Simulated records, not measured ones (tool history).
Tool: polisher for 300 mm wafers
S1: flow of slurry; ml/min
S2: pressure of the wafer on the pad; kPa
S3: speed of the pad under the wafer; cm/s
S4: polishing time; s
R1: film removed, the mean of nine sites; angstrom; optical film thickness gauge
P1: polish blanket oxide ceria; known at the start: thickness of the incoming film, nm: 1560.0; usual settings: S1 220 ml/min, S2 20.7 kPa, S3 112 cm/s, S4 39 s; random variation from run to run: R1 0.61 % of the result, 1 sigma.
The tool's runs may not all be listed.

Run 1, hour 9.6: S1 220 ml/min, S2 20.7 kPa, S3 112 cm/s, S4 39 s. Result: R1 1980.70 angstrom.
Run 2, hour 17.8: S1 220 ml/min, S2 20.7 kPa, S3 112 cm/s, S4 39 s. Result: R1 1976.30 angstrom.
Run 3, hour 29.7: S1 220 ml/min, S2 20.7 kPa, S3 112 cm/s, S4 61 s. Result: R1 3085.20 angstrom.
Run 4, hour 41.8: S1 220 ml/min, S2 20.7 kPa, S3 112 cm/s, S4 18 s. Result: R1 904.14 angstrom.
Run 5, hour 52.0: S1 165 ml/min, S2 20.7 kPa, S3 112 cm/s, S4 56 s. Result: R1 2737.70 angstrom.
Run 6, hour 66.3: S1 220 ml/min, S2 11.0 kPa, S3 112 cm/s, S4 39 s. Result: R1 1058.30 angstrom.
Run 7, hour 81.4: S1 220 ml/min, S2 20.7 kPa, S3 52 cm/s, S4 39 s. Result: R1 917.24 angstrom.
Run 8, hour 91.2: S1 220 ml/min, S2 20.7 kPa, S3 178 cm/s, S4 39 s. Result: R1 3114.20 angstrom.
Run 9, hour 102.3: S1 220 ml/min, S2 13.8 kPa, S3 112 cm/s, S4 52 s. Result: R1 1747.70 angstrom.
Run 10, hour 109.4: S1 130 ml/min, S2 20.7 kPa, S3 112 cm/s, S4 39 s. Result: R1 1826.10 angstrom.
Run 11, hour 121.3: S1 220 ml/min, S2 20.7 kPa, S3 112 cm/s, S4 39 s. Result: R1 1962.90 angstrom.
Run 12, hour 130.4: S1 220 ml/min, S2 20.7 kPa, S3 112 cm/s, S4 39 s. Result: R1 1969.70 angstrom.
Run 13, hour 138.1: S1 220 ml/min, S2 20.7 kPa, S3 66 cm/s, S4 53 s. Result: R1 1573.20 angstrom.
Run 14, hour 152.4: S1 220 ml/min, S2 20.7 kPa, S3 112 cm/s, S4 39 s. Result: R1 1974.70 angstrom.
Run 15, hour 160.3: S1 280 ml/min, S2 20.7 kPa, S3 112 cm/s, S4 39 s. Result: R1 2010.20 angstrom.
Run 16, hour 168.3: S1 220 ml/min, S2 20.7 kPa, S3 112 cm/s, S4 39 s. Result: R1 1979.90 angstrom.
Run 17, hour 178.4: S1 220 ml/min, S2 31.7 kPa, S3 112 cm/s, S4 39 s. Result: R1 3029.00 angstrom.

The next listed run, before its measurement:
Run 18, hour 194.3: S1 220 ml/min, S2 20.7 kPa, S3 112 cm/s, S4 39 s. Result: R1 ?.

R1: 1965.00 angstrom
